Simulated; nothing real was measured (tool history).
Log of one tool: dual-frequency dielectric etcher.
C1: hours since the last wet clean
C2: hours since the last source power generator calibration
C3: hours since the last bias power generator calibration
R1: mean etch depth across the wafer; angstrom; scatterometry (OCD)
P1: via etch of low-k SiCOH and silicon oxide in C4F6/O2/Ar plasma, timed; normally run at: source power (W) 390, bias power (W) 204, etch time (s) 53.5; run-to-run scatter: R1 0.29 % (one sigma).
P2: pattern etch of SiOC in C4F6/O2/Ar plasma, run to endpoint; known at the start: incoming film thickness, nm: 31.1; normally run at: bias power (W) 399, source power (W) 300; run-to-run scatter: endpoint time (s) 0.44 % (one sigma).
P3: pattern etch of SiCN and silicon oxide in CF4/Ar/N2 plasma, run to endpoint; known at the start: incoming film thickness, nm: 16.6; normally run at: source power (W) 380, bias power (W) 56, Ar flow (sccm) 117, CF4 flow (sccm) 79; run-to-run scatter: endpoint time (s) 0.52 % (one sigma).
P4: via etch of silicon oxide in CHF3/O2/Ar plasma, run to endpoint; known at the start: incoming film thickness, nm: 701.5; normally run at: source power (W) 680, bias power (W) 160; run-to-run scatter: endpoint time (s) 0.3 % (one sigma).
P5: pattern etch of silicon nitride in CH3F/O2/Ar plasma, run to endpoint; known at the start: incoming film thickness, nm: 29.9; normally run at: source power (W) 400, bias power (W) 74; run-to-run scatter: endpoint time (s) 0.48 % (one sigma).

Run 1, hour 11.2: process that ran P1, source power (W) 390, bias power (W) 204, etch time (s) 53.5; C1 253.9; C2 1043.1; C3 657. Result: R1 1319.5 angstrom.
Run 2, hour 22.4: process that ran P3, source power (W) 540, bias power (W) 56, Ar flow (sccm) 117, CF4 flow (sccm) 79; C1 265.1; C2 1054.3; C3 668.2. Result: endpoint time (s) 18.656.
Run 3, hour 32.2: process that ran P5, source power (W) 400, bias power (W) 55; C1 274.9; C2 1064.1; C3 678. Result: endpoint time (s) 45.772.
Run 4, hour 45.7: process that ran P5, source power (W) 480, bias power (W) 74; C1 288.4; C2 1077.6; C3 691.5. Result: endpoint time (s) 38.864.
Run 5, hour 54.6: process that ran P1, source power (W) 390, bias power (W) 204, etch time (s) 53.5; C1 297.3; C2 1086.5; C3 700.4. Result: R1 1325.8 angstrom.
Run 6, hour 66.9: process that ran P3, source power (W) 380, bias power (W) 37, Ar flow (sccm) 117, CF4 flow (sccm) 79; C1 309.6; C2 1098.8; C3 712.7. Result: endpoint time (s) 28.658.
Run 7, hour 77.2: process that ran P4, source power (W) 450, bias power (W) 160; C1 319.9; C2 1109.1; C3 723. Result: endpoint time (s) 401.06.
Run 8, hour 90.4: process that ran P1, source power (W) 390, bias power (W) 204, etch time (s) 53.5; C1 333.1; C2 1122.3; C3 736.2. Result: R1 1330 angstrom.
Run 9, hour 107.6: process that ran P2, source power (W) 390, bias power (W) 399; C1 350.3; C2 1139.5; C3 753.4. Result: endpoint time (s) 11.574.
Run 10, hour 120.4: process that ran P3, source power (W) 380, bias power (W) 56, Ar flow (sccm) 117, CF4 flow (sccm) 79; C1 363.1; C2 1152.3; C3 766.2. Result: endpoint time (s) 25.446.
Run 11, hour 130.1: process that ran P1, source power (W) 390, bias power (W) 204, etch time (s) 39.5; C1 372.8; C2 1162; C3 775.9. Result: R1 974.42 angstrom.
Run 12, hour 144.8: process that ran P1, source power (W) 390, bias power (W) 148, etch time (s) 53.5; C1 387.5; C2 1176.7; C3 790.6. Result: R1 1196.1 angstrom.
Run 13, hour 161.4: process that ran P2, source power (W) 300, bias power (W) 399; C1 404.1; C2 1193.3; C3 807.2. Result: endpoint time (s) 12.621.
Run 14, hour 179.8: process that ran P1, source power (W) 390, bias power (W) 287, etch time (s) 53.5; C1 422.5; C2 1211.7; C3 825.6. Result: R1 1483.8 angstrom.
Run 15, hour 191.4: process that ran P3, source power (W) 380, bias power (W) 56, Ar flow (sccm) 117, CF4 flow (sccm) 79; C1 434.1; C2 1223.3; C3 837.2. Result: endpoint time (s) 25.367.
Run 16, hour 204.8: process that ran P4, source power (W) 680, bias power (W) 160; C1 447.5; C2 1236.7; C3 850.6. Result: endpoint time (s) 342.43.
Run 17, hour 213.8: process that ran P1, source power (W) 390, bias power (W) 150, etch time (s) 73.5; C1 456.5; C2 1245.7; C3 859.6. Result: R1 1647.4 angstrom.
Run 18, hour 223.1: process that ran P1, source power (W) 390, bias power (W) 204, etch time (s) 53.5; C1 465.8; C2 1255; C3 868.9. Result: R1 1319.1 angstrom.
Run 19, hour 235.5: process that ran P1, source power (W) 390, bias power (W) 204, etch time (s) 53.5; C1 478.2; C2 1267.4; C3 881.3. Result: R1 1320.5 angstrom.
Run 20, hour 251.4: process that ran P4, source power (W) 680, bias power (W) 97; C1 494.1; C2 1283.3; C3 897.2. Result: endpoint time (s) 397.13.

The next listed run, before its measurement:
At hour 262: source power generator calibrated.
Run 21, hour 267.3: process that ran P3, source power (W) 380, bias power (W) 56, Ar flow (sccm) 148, CF4 flow (sccm) 79; C1 510; C2 5.4; C3 913.1. Result: endpoint time (s) ?.

endpoint time (s): 26.768
